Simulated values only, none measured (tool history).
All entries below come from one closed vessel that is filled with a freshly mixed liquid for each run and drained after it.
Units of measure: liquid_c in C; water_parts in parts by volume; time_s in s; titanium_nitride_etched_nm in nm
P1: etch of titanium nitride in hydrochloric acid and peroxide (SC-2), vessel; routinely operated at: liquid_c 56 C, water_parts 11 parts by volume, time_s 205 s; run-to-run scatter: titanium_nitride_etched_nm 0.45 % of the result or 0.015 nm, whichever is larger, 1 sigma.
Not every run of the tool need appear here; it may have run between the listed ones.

run  hour  liquid_c  water_parts  time_s  titanium_nitride_etched_nm
  1   3.7        56           11     205                      4.6825
  2   5.7        56           11      70                      1.6109
  3   9.7        56            4     205                        10.2
  4  13.1        44           11     205                      2.0954
  5  15.1        56           11     205                      4.6573
  6  17.3        56           11     205                      4.7054
  7  19.9        56           11     205                      4.7026
  8  22.6        56           11     410                       9.393
  9  26.3        56           20     205                      2.7794
 10  28.9        56         18.5     340                       4.868
 11  31.5        56           11     205                      4.6895
 12  35.3        56           11     205                        4.68
 13  39.2        72           11     205                      12.461
 14  42.5        56           11     205                       4.672
 15  46.8        56           11     205                      4.8817
 16  49.9        56           11     205                      4.9501
 17  52.1        56           11     205                      4.9552
 18  55.7        56           11     205                      5.0069
 19  57.6        56           11     205                      5.0455
 20  61.4        56           11     205                      5.1034
 21  64.1        56           11     205                      5.0116
 22  67.3        56           11     205                      5.1235
 23  69.9        56           11     205                      5.0838
 24  73.7        56           11     205                      5.0992
 25  77.6        56           11     205                      5.0997

Something has made what P1 gives creep away from where it was; the 2 causes below, each at its own stated size, fit the log equally well:
A: liquid hotter than its thermometer reads (K) = 1.33
B: chemicals flow above the setpoint (%) = 10.7
The onset of the drift is placed at about hour 42.5.
Ruled out, with reasons:
peroxide weaker than its label (%): 8 at the very most, moving titanium_nitride_etched_nm by -7.4 %, which is either too weak or the wrong sign

Consider the 4 check runs below, whose results appear as question marks and each of which averages 3 wafers. Which one distinguishes the causes, in that each cause would give it a clearly different result?
check 1  81.5        56           19     205                           ?
check 2  81.5        46           11     100                           ?
check 3  81.5      48.5            4     205                           ?
check 4  81.5      63.5           11     205                           ?

Outcome of each check run for each possible cause:
  check                      result    if A    if B
check 1  titanium_nitride_etched_nm  3.1562  3.1764
check 2  titanium_nitride_etched_nm  1.2888  1.2821
check 3  titanium_nitride_etched_nm  6.7728  6.6223
check 4  titanium_nitride_etched_nm  8.1375  8.1694
Gap, in per cent, between the two causes that each check separates least, read from the result that separates them most: check 1 0.64 %; check 2 0.52 %; check 3 2.25 %; check 4 0.39 %
Check 3 tells the causes apart: in the others they would give nearly the same result.

Check 3 was carried out, with these results: titanium_nitride_etched_nm 6.6381 nm. Which of the listed causes is responsible?

It was cause B: chemicals flow above the setpoint (%).
